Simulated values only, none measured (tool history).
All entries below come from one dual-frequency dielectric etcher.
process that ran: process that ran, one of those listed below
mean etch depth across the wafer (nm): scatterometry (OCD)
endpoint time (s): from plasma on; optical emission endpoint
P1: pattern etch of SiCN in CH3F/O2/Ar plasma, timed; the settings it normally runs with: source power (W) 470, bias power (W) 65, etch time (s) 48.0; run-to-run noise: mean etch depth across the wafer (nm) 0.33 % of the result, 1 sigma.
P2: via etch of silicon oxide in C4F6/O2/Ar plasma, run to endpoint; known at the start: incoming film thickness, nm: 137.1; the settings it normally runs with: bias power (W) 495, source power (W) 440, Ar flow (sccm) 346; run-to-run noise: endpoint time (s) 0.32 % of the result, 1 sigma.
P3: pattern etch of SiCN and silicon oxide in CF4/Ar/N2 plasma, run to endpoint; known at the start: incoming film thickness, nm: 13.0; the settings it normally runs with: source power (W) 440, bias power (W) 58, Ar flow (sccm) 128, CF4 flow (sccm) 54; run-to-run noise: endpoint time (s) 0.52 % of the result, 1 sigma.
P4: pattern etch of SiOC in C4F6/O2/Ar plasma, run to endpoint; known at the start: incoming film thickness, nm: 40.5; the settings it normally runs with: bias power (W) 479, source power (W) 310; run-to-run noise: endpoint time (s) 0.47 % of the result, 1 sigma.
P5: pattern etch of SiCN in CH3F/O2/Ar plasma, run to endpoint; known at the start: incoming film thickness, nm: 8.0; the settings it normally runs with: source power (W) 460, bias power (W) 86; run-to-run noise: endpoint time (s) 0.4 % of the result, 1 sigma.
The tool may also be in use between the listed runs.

| run | hour | process that ran | source power (W) | bias power (W) | etch time (s) | Ar flow (sccm) | CF4 flow (sccm) | hours since the last wet clean | hours since the last source power generator calibration | hours since the last bias power generator calibration | mean etch depth across the wafer (nm) | endpoint time (s) |
|---|---|---|---|---|---|---|---|---|---|---|---|---|
| 1 | 2.7 | P1 | 470 | 65 | 48.0 |  |  | 170.0 | 1266.1 | 517.9 | 18.5810 |  |
| 2 | 6.4 | P3 | 440 | 58 |  | 178 | 54 | 173.7 | 1269.8 | 521.6 |  | 18.896 |
| 3 | 8.8 | P5 | 260 | 86 |  |  |  | 176.1 | 1272.2 | 524.0 |  | 24.120 |
| 4 | 11.1 | P3 | 440 | 58 |  | 128 | 54 | 178.4 | 1274.5 | 526.3 |  | 17.920 |
| 5 | 14.4 | P1 | 610 | 65 | 48.0 |  |  | 181.7 | 1277.8 | 529.6 | 20.4750 |  |
| 6 | 16.4 | P2 | 440 | 382 |  | 346 |  | 183.7 | 1279.8 | 531.6 |  | 32.582 |
| 7 | 20.0 | P1 | 290 | 54 | 48.0 |  |  | 187.3 | 1283.4 | 535.2 | 14.4720 |  |
| 8 | 22.5 | P1 | 470 | 51 | 48.0 |  |  | 189.8 | 1285.9 | 537.7 | 17.1070 |  |
| 9 | 26.1 | P1 | 470 | 65 | 28.5 |  |  | 193.4 | 1289.5 | 541.3 | 11.0110 |  |
| 10 | 28.0 | P5 | 460 | 50 |  |  |  | 195.3 | 1291.4 | 543.2 |  | 23.433 |
| 11 | 30.7 | P1 | 470 | 65 | 68.5 |  |  | 198.0 | 1294.1 | 545.9 | 26.5100 |  |
| 12 | 33.1 | P3 | 440 | 58 |  | 128 | 73 | 200.4 | 1296.5 | 548.3 |  | 16.953 |
| 13 | 35.5 | P4 | 310 | 479 |  |  |  | 202.8 | 1298.9 | 550.7 |  | 15.122 |
| 14 | 39.4 | P1 | 300 | 65 | 48.0 |  |  | 206.7 | 1302.8 | 554.6 | 15.5980 |  |
| 15 | 43.1 | P4 | 180 | 479 |  |  |  | 210.4 | 1306.5 | 558.3 |  | 18.589 |
| 16 | 45.3 | P2 | 440 | 495 |  | 245 |  | 212.6 | 1308.7 | 560.5 |  | 28.446 |
| 17 | 47.4 | P4 | 310 | 626 |  |  |  | 214.7 | 1310.8 | 562.6 |  | 13.697 |
| 18 | 50.0 | P1 | 470 | 65 | 48.0 |  |  | 217.3 | 1313.4 | 565.2 | 18.4150 |  |
| 19 | 52.2 | P5 | 460 | 86 |  |  |  | 219.5 | 1315.6 | 567.4 |  | 19.437 |
|  | 54.5 | source power generator calibrated |
| 20 | 55.9 | P1 | 470 | 65 | 48.0 |  |  | 223.2 | 1.4 | 571.1 | 18.5450 |  |
| 21 | 59.5 | P1 | 470 | 65 | 48.0 |  |  | 226.8 | 5.0 | 574.7 | 18.4720 |  |
| 22 | 63.1 | P2 | 440 | 495 |  | 346 |  | 230.4 | 8.6 | 578.3 |  | 29.723 |
| 23 | 65.7 | P1 | 470 | 81 | 48.0 |  |  | 233.0 | 11.2 | 580.9 | 19.9880 |  |
| 24 | 68.9 | P1 | 470 | 53 | 27.0 |  |  | 236.2 | 14.4 | 584.1 | 9.8097 |  |
|  | 69.7 | bias power generator calibrated |
| 25 | 73.1 | P3 | 310 | 58 |  | 128 | 54 | 240.4 | 18.6 | 3.5 |  | 24.074 |
| 26 | 76.3 | P1 | 470 | 65 | 48.0 |  |  | 243.6 | 21.8 | 6.7 | 18.4510 |  |

What does the tool deliver on the next run?
| 27 | 78.8 | P2 | 580 | 495 |  | 346 |  | 246.1 | 24.3 | 9.2 |  | ? |

{"run 27": {"endpoint time (s)": 26.853}}
